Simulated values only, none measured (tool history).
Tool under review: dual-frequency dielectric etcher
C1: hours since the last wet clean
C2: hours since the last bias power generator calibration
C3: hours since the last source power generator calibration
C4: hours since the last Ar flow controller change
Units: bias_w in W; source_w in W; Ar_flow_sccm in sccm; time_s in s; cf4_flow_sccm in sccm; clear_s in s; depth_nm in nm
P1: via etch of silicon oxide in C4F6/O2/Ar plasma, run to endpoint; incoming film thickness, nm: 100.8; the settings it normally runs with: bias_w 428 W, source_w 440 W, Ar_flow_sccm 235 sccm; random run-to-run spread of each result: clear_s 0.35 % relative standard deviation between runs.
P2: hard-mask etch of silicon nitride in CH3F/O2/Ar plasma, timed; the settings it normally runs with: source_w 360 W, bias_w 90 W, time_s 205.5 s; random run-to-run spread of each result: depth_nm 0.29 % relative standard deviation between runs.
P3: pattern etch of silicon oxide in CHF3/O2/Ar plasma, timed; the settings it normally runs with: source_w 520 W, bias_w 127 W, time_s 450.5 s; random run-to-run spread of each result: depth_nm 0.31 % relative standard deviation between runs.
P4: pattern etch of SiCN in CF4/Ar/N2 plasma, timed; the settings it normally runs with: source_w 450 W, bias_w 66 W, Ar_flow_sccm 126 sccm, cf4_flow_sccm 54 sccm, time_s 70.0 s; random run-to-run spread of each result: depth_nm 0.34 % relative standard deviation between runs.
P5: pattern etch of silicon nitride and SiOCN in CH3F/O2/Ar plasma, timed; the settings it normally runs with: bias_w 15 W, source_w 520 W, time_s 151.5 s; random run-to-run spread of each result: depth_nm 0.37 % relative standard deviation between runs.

run 1 hour=6.4 | process=P1 bias_w=428 source_w=440 Ar_flow_sccm=235 | C1=319.5 C2=913.9 C3=989.3 C4=1476.4 | clear_s=22.023
run 2 hour=12.6 | process=P3 bias_w=127 source_w=520 time_s=450.5 | C1=325.7 C2=920.1 C3=995.5 C4=1482.6 | depth_nm=745.690
run 3 hour=21.5 | process=P4 bias_w=66 source_w=450 Ar_flow_sccm=126 time_s=42.0 cf4_flow_sccm=54 | C1=334.6 C2=929.0 C3=1004.4 C4=1491.5 | depth_nm=31.453
run 4 hour=28.1 | process=P1 bias_w=428 source_w=440 Ar_flow_sccm=235 | C1=341.2 C2=935.6 C3=1011.0 C4=1498.1 | clear_s=21.931
run 5 hour=35.5 | process=P2 bias_w=90 source_w=360 time_s=205.5 | C1=348.6 C2=943.0 C3=1018.4 C4=1505.5 | depth_nm=147.240
run 6 hour=42.2 | process=P4 bias_w=66 source_w=450 Ar_flow_sccm=126 time_s=70.0 cf4_flow_sccm=54 | C1=355.3 C2=949.7 C3=1025.1 C4=1512.2 | depth_nm=52.206
run 7 hour=48.5 | process=P1 bias_w=322 source_w=440 Ar_flow_sccm=235 | C1=361.6 C2=956.0 C3=1031.4 C4=1518.5 | clear_s=24.380
run 8 hour=56.2 | process=P3 bias_w=127 source_w=520 time_s=271.5 | C1=369.3 C2=963.7 C3=1039.1 C4=1526.2 | depth_nm=447.180
run 9 hour=64.9 | process=P5 bias_w=15 source_w=380 time_s=151.5 | C1=378.0 C2=972.4 C3=1047.8 C4=1534.9 | depth_nm=16.435
run 10 hour=70.5 | process=P4 bias_w=66 source_w=560 Ar_flow_sccm=126 time_s=70.0 cf4_flow_sccm=54 | C1=383.6 C2=978.0 C3=1053.4 C4=1540.5 | depth_nm=63.866
run 11 hour=76.0 | process=P5 bias_w=15 source_w=520 time_s=151.5 | C1=389.1 C2=983.5 C3=1058.9 C4=1546.0 | depth_nm=18.387
run 12 hour=84.1 | process=P1 bias_w=590 source_w=550 Ar_flow_sccm=235 | C1=397.2 C2=991.6 C3=1067.0 C4=1554.1 | clear_s=18.021
run 13 hour=89.0 | process=P3 bias_w=167 source_w=520 time_s=450.5 | C1=402.1 C2=996.5 C3=1071.9 C4=1559.0 | depth_nm=811.740
run 14 hour=95.0 | process=P1 bias_w=428 source_w=440 Ar_flow_sccm=284 | C1=408.1 C2=1002.5 C3=1077.9 C4=1565.0 | clear_s=22.338
run 15 hour=100.1 | process=P5 bias_w=15 source_w=520 time_s=89.5 | C1=413.2 C2=1007.6 C3=1083.0 C4=1570.1 | depth_nm=10.902
run 16 hour=107.1 | process=P1 bias_w=428 source_w=440 Ar_flow_sccm=153 | C1=420.2 C2=1014.6 C3=1090.0 C4=1577.1 | clear_s=20.939
run 17 hour=113.6 | process=P1 bias_w=577 source_w=440 Ar_flow_sccm=235 | C1=426.7 C2=1021.1 C3=1096.5 C4=1583.6 | clear_s=19.628
run 18 hour=120.1 | process=P4 bias_w=83 source_w=450 Ar_flow_sccm=126 time_s=70.0 cf4_flow_sccm=54 | C1=433.2 C2=1027.6 C3=1103.0 C4=1590.1 | depth_nm=56.987
run 19 hour=125.3 | process=P1 bias_w=428 source_w=440 Ar_flow_sccm=235 | C1=438.4 C2=1032.8 C3=1108.2 C4=1595.3 | clear_s=22.142
run 20 hour=132.4 | process=P3 bias_w=127 source_w=520 time_s=450.5 | C1=445.5 C2=1039.9 C3=1115.3 C4=1602.4 | depth_nm=743.680
run 21 hour=140.5 | process=P1 bias_w=428 source_w=590 Ar_flow_sccm=285 | C1=453.6 C2=1048.0 C3=1123.4 C4=1610.5 | clear_s=20.079
-- hour=145.3 Ar flow controller replaced
run 22 hour=147.9 | process=P2 bias_w=60 source_w=360 time_s=205.5 | C1=461.0 C2=1055.4 C3=1130.8 C4=2.6 | depth_nm=127.480
run 23 hour=153.7 | process=P1 bias_w=428 source_w=610 Ar_flow_sccm=235 | C1=466.8 C2=1061.2 C3=1136.6 C4=8.4 | clear_s=19.473
run 24 hour=163.3 | process=P1 bias_w=428 source_w=330 Ar_flow_sccm=235 | C1=476.4 C2=1070.8 C3=1146.2 C4=18.0 | clear_s=24.636
run 25 hour=170.9 | process=P2 bias_w=90 source_w=470 time_s=205.5 | C1=484.0 C2=1078.4 C3=1153.8 C4=25.6 | depth_nm=162.870
run 26 hour=177.3 | process=P4 bias_w=66 source_w=450 Ar_flow_sccm=126 time_s=70.0 cf4_flow_sccm=54 | C1=490.4 C2=1084.8 C3=1160.2 C4=32.0 | depth_nm=52.561
run 27 hour=185.9 | process=P4 bias_w=66 source_w=450 Ar_flow_sccm=126 time_s=70.0 cf4_flow_sccm=76 | C1=499.0 C2=1093.4 C3=1168.8 C4=40.6 | depth_nm=55.429
run 28 hour=192.0 | process=P1 bias_w=428 source_w=440 Ar_flow_sccm=235 | C1=505.1 C2=1099.5 C3=1174.9 C4=46.7 | clear_s=21.858
run 29 hour=199.0 | process=P3 bias_w=127 source_w=420 time_s=450.5 | C1=512.1 C2=1106.5 C3=1181.9 C4=53.7 | depth_nm=681.140
run 30 hour=206.9 | process=P4 bias_w=66 source_w=450 Ar_flow_sccm=151 time_s=70.0 cf4_flow_sccm=54 | C1=520.0 C2=1114.4 C3=1189.8 C4=61.6 | depth_nm=50.995
run 31 hour=212.7 | process=P5 bias_w=8 source_w=520 time_s=151.5 | C1=525.8 C2=1120.2 C3=1195.6 C4=67.4 | depth_nm=14.741
run 32 hour=218.9 | process=P2 bias_w=90 source_w=360 time_s=264.5 | C1=532.0 C2=1126.4 C3=1201.8 C4=73.6 | depth_nm=189.650
run 33 hour=227.0 | process=P1 bias_w=428 source_w=440 Ar_flow_sccm=235 | C1=540.1 C2=1134.5 C3=1209.9 C4=81.7 | clear_s=22.206
run 34 hour=232.3 | process=P1 bias_w=428 source_w=440 Ar_flow_sccm=235 | C1=545.4 C2=1139.8 C3=1215.2 C4=87.0 | clear_s=21.875
run 35 hour=239.5 | process=P1 bias_w=428 source_w=440 Ar_flow_sccm=235 | C1=552.6 C2=1147.0 C3=1222.4 C4=94.2 | clear_s=21.682
run 36 hour=247.9 | process=P1 bias_w=428 source_w=440 Ar_flow_sccm=235 | C1=561.0 C2=1155.4 C3=1230.8 C4=102.6 | clear_s=21.637
-- hour=253.8 Ar flow controller replaced
run 37 hour=255.8 | process=P1 bias_w=428 source_w=440 Ar_flow_sccm=235 | C1=568.9 C2=1163.3 C3=1238.7 C4=2.1 | clear_s=21.703
run 38 hour=263.0 | process=P1 bias_w=428 source_w=440 Ar_flow_sccm=235 | C1=576.1 C2=1170.5 C3=1245.9 C4=9.3 | clear_s=21.562
-- hour=267.5 wet clean of the chamber
run 39 hour=272.8 | process=P1 bias_w=428 source_w=440 Ar_flow_sccm=235 | C1=5.4 C2=1180.3 C3=1255.7 C4=19.1 | clear_s=21.651
run 40 hour=281.9 | process=P1 bias_w=428 source_w=440 Ar_flow_sccm=235 | C1=14.5 C2=1189.4 C3=1264.8 C4=28.2 | clear_s=21.592

Something has made what P1 gives creep away from where it was; the 2 causes below, each at its own stated size, fit the log equally well:
A: source power that arrives over what is set, % = 4.79
B: bias power that arrives over what is set, % = 4.89
The drift started at roughly hour 227.0.
Every other cause this tool's parts could produce, and why it does not fit the log:
chamber walls in a state that raises the etch rate, %: serviced at hour 267.5, after the drift had started, without restoring the earlier output
Ar flow that arrives under what is set, %: serviced at hour 253.8, after the drift had started, without restoring the earlier output

The 4 check runs listed below each average the results of 2 wafers, and their outcomes are marked with question marks. Under which run would the listed causes produce clearly different results?
run check 1 hour=291.0 | process=P3 bias_w=127 source_w=520 time_s=450.5 | depth_nm=?
run check 2 hour=291.0 | process=P2 bias_w=90 source_w=360 time_s=205.5 | depth_nm=?
run check 3 hour=291.0 | process=P5 bias_w=15 source_w=520 time_s=151.5 | depth_nm=?
run check 4 hour=291.0 | process=P4 bias_w=66 source_w=450 Ar_flow_sccm=126 time_s=70.0 cf4_flow_sccm=54 | depth_nm=?

What every check run would give for each of its results, assuming each possible cause in turn:
check=check_1 result=depth_nm if_A=756.410 if_B=754.070
check=check_2 result=depth_nm if_A=149.770 if_B=149.760
check=check_3 result=depth_nm if_A=18.761 if_B=18.798
check=check_4 result=depth_nm if_A=54.698 if_B=53.452
Separation of the two closest causes in each check, using whichever result separates them best: check 1 0.31 %; check 2 0.01 %; check 3 0.19 %; check 4 2.31 %
The causes can be told apart only by check 4. The other checks would give nearly the same results under each of them.

After running check 4, the following was obtained: depth_nm 54.501 nm. Which cause does this point to?

It was cause A: source power that arrives over what is set, %.
